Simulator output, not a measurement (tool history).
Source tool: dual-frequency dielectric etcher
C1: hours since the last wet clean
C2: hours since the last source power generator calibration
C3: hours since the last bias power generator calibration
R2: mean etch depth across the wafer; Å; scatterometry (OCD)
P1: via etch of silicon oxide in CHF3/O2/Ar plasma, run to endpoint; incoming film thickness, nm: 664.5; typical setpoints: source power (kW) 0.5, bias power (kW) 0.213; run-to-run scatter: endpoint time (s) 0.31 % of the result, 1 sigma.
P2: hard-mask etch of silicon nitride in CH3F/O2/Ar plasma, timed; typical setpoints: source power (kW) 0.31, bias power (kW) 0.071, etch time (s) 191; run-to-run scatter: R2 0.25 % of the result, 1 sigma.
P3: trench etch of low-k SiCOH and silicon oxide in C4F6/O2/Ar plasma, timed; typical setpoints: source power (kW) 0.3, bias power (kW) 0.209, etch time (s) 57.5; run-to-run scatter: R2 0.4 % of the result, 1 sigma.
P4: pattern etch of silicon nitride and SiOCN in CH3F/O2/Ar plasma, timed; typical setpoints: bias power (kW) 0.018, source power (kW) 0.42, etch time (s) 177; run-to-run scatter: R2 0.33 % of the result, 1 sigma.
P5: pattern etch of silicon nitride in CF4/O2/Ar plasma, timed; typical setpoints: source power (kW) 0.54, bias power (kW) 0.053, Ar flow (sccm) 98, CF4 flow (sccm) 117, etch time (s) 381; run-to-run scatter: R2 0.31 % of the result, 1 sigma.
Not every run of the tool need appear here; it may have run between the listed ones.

{"run": 1, "hour": 3.0, "process that ran": "P1", "source power (kW)": 0.5, "bias power (kW)": 0.213, "C1": 227.9, "C2": 2097.8, "C3": 691.7, "endpoint time (s)": 335.61}
{"run": 2, "hour": 8.8, "process that ran": "P1", "source power (kW)": 0.66, "bias power (kW)": 0.213, "C1": 233.7, "C2": 2103.6, "C3": 697.5, "endpoint time (s)": 302.25}
{"run": 3, "hour": 12.5, "process that ran": "P5", "source power (kW)": 0.54, "bias power (kW)": 0.053, "Ar flow (sccm)": 58, "CF4 flow (sccm)": 117, "etch time (s)": 381, "C1": 237.4, "C2": 2107.3, "C3": 701.2, "R2": 8836.6}
{"run": 4, "hour": 17.0, "process that ran": "P5", "source power (kW)": 0.54, "bias power (kW)": 0.053, "Ar flow (sccm)": 98, "CF4 flow (sccm)": 157, "etch time (s)": 381, "C1": 241.9, "C2": 2111.8, "C3": 705.7, "R2": 8648.4}
{"run": 5, "hour": 23.4, "process that ran": "P4", "source power (kW)": 0.42, "bias power (kW)": 0.018, "etch time (s)": 97.5, "C1": 248.3, "C2": 2118.2, "C3": 712.1, "R2": 121.81}
{"run": 6, "hour": 29.3, "process that ran": "P1", "source power (kW)": 0.41, "bias power (kW)": 0.213, "C1": 254.2, "C2": 2124.1, "C3": 718, "endpoint time (s)": 360.66}
{"run": 7, "hour": 33.3, "process that ran": "P1", "source power (kW)": 0.5, "bias power (kW)": 0.213, "C1": 258.2, "C2": 2128.1, "C3": 722, "endpoint time (s)": 334.22}
{"run": 8, "hour": 37.2, "process that ran": "P2", "source power (kW)": 0.31, "bias power (kW)": 0.071, "etch time (s)": 191, "C1": 262.1, "C2": 2132, "C3": 725.9, "R2": 1180.1}
{"hour": 37.6, "done": "wet clean of the chamber"}
{"run": 9, "hour": 43.1, "process that ran": "P1", "source power (kW)": 0.5, "bias power (kW)": 0.29, "C1": 5.5, "C2": 2137.9, "C3": 731.8, "endpoint time (s)": 299.59}
{"run": 10, "hour": 49.6, "process that ran": "P1", "source power (kW)": 0.5, "bias power (kW)": 0.213, "C1": 12, "C2": 2144.4, "C3": 738.3, "endpoint time (s)": 335.17}
{"run": 11, "hour": 54.5, "process that ran": "P5", "source power (kW)": 0.54, "bias power (kW)": 0.053, "Ar flow (sccm)": 98, "CF4 flow (sccm)": 117, "etch time (s)": 381, "C1": 16.9, "C2": 2149.3, "C3": 743.2, "R2": 8393.5}
{"run": 12, "hour": 59.8, "process that ran": "P1", "source power (kW)": 0.65, "bias power (kW)": 0.255, "C1": 22.2, "C2": 2154.6, "C3": 748.5, "endpoint time (s)": 283.26}
{"run": 13, "hour": 62.9, "process that ran": "P4", "source power (kW)": 0.26, "bias power (kW)": 0.018, "etch time (s)": 177, "C1": 25.3, "C2": 2157.7, "C3": 751.6, "R2": 187.28}
{"run": 14, "hour": 67.0, "process that ran": "P1", "source power (kW)": 0.59, "bias power (kW)": 0.297, "C1": 29.4, "C2": 2161.8, "C3": 755.7, "endpoint time (s)": 278.94}
{"run": 15, "hour": 70.1, "process that ran": "P4", "source power (kW)": 0.42, "bias power (kW)": 0.018, "etch time (s)": 177, "C1": 32.5, "C2": 2164.9, "C3": 758.8, "R2": 220.47}
{"run": 16, "hour": 75.7, "process that ran": "P4", "source power (kW)": 0.42, "bias power (kW)": 0.014, "etch time (s)": 177, "C1": 38.1, "C2": 2170.5, "C3": 764.4, "R2": 199.47}
{"run": 17, "hour": 80.2, "process that ran": "P3", "source power (kW)": 0.3, "bias power (kW)": 0.163, "etch time (s)": 57.5, "C1": 42.6, "C2": 2175, "C3": 768.9, "R2": 1614.5}
{"run": 18, "hour": 85.3, "process that ran": "P2", "source power (kW)": 0.31, "bias power (kW)": 0.099, "etch time (s)": 191, "C1": 47.7, "C2": 2180.1, "C3": 774, "R2": 1331.7}
{"run": 19, "hour": 88.8, "process that ran": "P2", "source power (kW)": 0.31, "bias power (kW)": 0.071, "etch time (s)": 191, "C1": 51.2, "C2": 2183.6, "C3": 777.5, "R2": 1184.9}
{"run": 20, "hour": 94.2, "process that ran": "P5", "source power (kW)": 0.54, "bias power (kW)": 0.041, "Ar flow (sccm)": 98, "CF4 flow (sccm)": 117, "etch time (s)": 381, "C1": 56.6, "C2": 2189, "C3": 782.9, "R2": 7657.5}
{"run": 21, "hour": 100.0, "process that ran": "P3", "source power (kW)": 0.3, "bias power (kW)": 0.209, "etch time (s)": 57.5, "C1": 62.4, "C2": 2194.8, "C3": 788.7, "R2": 1739.6}
{"run": 22, "hour": 104.6, "process that ran": "P2", "source power (kW)": 0.31, "bias power (kW)": 0.071, "etch time (s)": 120.5, "C1": 67, "C2": 2199.4, "C3": 793.3, "R2": 746.31}
{"run": 23, "hour": 109.8, "process that ran": "P1", "source power (kW)": 0.5, "bias power (kW)": 0.213, "C1": 72.2, "C2": 2204.6, "C3": 798.5, "endpoint time (s)": 334.61}
{"run": 24, "hour": 113.0, "process that ran": "P3", "source power (kW)": 0.4, "bias power (kW)": 0.209, "etch time (s)": 57.5, "C1": 75.4, "C2": 2207.8, "C3": 801.7, "R2": 1951.5}
{"run": 25, "hour": 118.5, "process that ran": "P3", "source power (kW)": 0.3, "bias power (kW)": 0.209, "etch time (s)": 57.5, "C1": 80.9, "C2": 2213.3, "C3": 807.2, "R2": 1737.2}
{"run": 26, "hour": 123.3, "process that ran": "P5", "source power (kW)": 0.54, "bias power (kW)": 0.053, "Ar flow (sccm)": 98, "CF4 flow (sccm)": 117, "etch time (s)": 381, "C1": 85.7, "C2": 2218.1, "C3": 812, "R2": 8380.4}
{"run": 27, "hour": 129.8, "process that ran": "P5", "source power (kW)": 0.34, "bias power (kW)": 0.053, "Ar flow (sccm)": 98, "CF4 flow (sccm)": 117, "etch time (s)": 381, "C1": 92.2, "C2": 2224.6, "C3": 818.5, "R2": 5596.1}
{"run": 28, "hour": 133.3, "process that ran": "P1", "source power (kW)": 0.5, "bias power (kW)": 0.213, "C1": 95.7, "C2": 2228.1, "C3": 822, "endpoint time (s)": 334.83}
{"run": 29, "hour": 138.9, "process that ran": "P1", "source power (kW)": 0.5, "bias power (kW)": 0.148, "C1": 101.3, "C2": 2233.7, "C3": 827.6, "endpoint time (s)": 379.7}
{"run": 30, "hour": 145.3, "process that ran": "P2", "source power (kW)": 0.18, "bias power (kW)": 0.071, "etch time (s)": 191, "C1": 107.7, "C2": 2240.1, "C3": 834, "R2": 964.5}
{"run": 31, "hour": 151.0, "process that ran": "P3", "source power (kW)": 0.3, "bias power (kW)": 0.209, "etch time (s)": 33.5, "C1": 113.4, "C2": 2245.8, "C3": 839.7, "R2": 1016.2}
{"run": 32, "hour": 156.9, "process that ran": "P1", "source power (kW)": 0.5, "bias power (kW)": 0.213, "C1": 119.3, "C2": 2251.7, "C3": 845.6, "endpoint time (s)": 336.07}

What will run 33 give?
{"run": 33, "hour": 160.5, "process that ran": "P5", "source power (kW)": 0.54, "bias power (kW)": 0.053, "Ar flow (sccm)": 98, "CF4 flow (sccm)": 117, "etch time (s)": 278, "C1": 122.9, "C2": 2255.3, "C3": 849.2, "R2": "?"}

R2: 6088.3 Å
